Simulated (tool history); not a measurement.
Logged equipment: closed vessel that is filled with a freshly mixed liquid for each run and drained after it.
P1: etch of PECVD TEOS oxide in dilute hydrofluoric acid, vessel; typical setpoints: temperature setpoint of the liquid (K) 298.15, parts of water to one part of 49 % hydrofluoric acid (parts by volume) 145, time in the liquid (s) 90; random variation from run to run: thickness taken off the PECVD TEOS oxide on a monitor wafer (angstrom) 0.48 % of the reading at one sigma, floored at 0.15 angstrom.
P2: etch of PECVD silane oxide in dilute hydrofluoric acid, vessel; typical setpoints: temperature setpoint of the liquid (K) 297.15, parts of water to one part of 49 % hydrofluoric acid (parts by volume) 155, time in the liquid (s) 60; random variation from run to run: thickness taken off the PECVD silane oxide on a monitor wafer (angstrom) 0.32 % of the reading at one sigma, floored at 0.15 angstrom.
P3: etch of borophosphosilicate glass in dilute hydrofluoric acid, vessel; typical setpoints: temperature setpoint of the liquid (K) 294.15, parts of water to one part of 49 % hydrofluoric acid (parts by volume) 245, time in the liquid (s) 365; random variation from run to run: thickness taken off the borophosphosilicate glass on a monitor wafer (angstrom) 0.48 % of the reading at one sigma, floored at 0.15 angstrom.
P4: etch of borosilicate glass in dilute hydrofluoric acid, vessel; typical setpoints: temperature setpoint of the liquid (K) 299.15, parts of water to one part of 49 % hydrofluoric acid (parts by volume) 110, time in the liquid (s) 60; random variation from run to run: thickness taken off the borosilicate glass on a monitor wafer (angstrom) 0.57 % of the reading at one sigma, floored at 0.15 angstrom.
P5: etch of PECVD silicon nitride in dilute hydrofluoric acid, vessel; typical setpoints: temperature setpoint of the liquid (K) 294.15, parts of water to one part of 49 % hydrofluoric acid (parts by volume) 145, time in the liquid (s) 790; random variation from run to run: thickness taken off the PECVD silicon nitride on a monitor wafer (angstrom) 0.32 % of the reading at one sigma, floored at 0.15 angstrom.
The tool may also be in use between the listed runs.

run	hour	process that ran	temperature setpoint of the liquid (K)	parts of water to one part of 49 % hydrofluoric acid (parts by volume)	time in the liquid (s)	hours since the thermometer was replaced	hours since the hydrofluoric acid flow meter was replaced	thickness taken off the PECVD TEOS oxide on a monitor wafer (angstrom)	thickness taken off the PECVD silicon nitride on a monitor wafer (angstrom)	thickness taken off the borophosphosilicate glass on a monitor wafer (angstrom)	thickness taken off the borosilicate glass on a monitor wafer (angstrom)	thickness taken off the PECVD silane oxide on a monitor wafer (angstrom)
1	2.4	P1	298.15	145	90	305.0	1332.0	60.707				
2	4.6	P5	294.15	145	790	307.2	1334.2		209.670			
3	9.3	P3	294.15	245	365	311.9	1338.9			517.89		
4	12.9	P1	298.15	145	90	315.5	1342.5	60.358				
5	15.2	P1	298.15	145	90	317.8	1344.8	60.461				
6	18.9	P4	299.15	110	30	321.5	1348.5				79.816	
7	23.0	P4	305.65	110	60	325.6	1352.6				202.990	
8	27.6	P1	295.15	145	145	330.2	1357.2	86.933				
9	31.1	P3	294.15	95	365	333.7	1360.7			1544.20		
10	35.0	P1	298.15	80	90	337.6	1364.6	118.930				
11	38.0	P1	298.15	145	150	340.6	1367.6	100.860				
12	40.2	P2	297.15	155	60	342.8	1369.8					172.24
13	44.5	P1	298.15	145	90	347.1	1374.1	61.270				
14	48.8	P1	291.65	145	90	351.4	1378.4	47.078				
# hour 50.2: hydrofluoric acid flow meter replaced
15	51.3	P1	298.15	145	90	353.9	1.1	60.184				
16	54.9	P1	298.15	145	90	357.5	4.7	60.262				
17	57.3	P2	297.15	50	60	359.9	7.1					603.73
18	60.2	P5	301.65	145	790	362.8	10.0		338.110			
19	64.4	P2	303.15	155	60	367.0	14.2					214.84
20	67.8	P4	299.15	110	60	370.4	17.6				159.630	
21	72.0	P5	294.15	245	790	374.6	21.8		125.630			
22	77.0	P5	294.15	145	320	379.6	26.8		84.509			
23	81.9	P3	290.15	245	365	384.5	31.7			437.17		

Predict the results of run 24:
24	85.9	P1	298.15	215	50	388.5	35.7	?				

thickness taken off the PECVD TEOS oxide on a monitor wafer (angstrom): 20.977

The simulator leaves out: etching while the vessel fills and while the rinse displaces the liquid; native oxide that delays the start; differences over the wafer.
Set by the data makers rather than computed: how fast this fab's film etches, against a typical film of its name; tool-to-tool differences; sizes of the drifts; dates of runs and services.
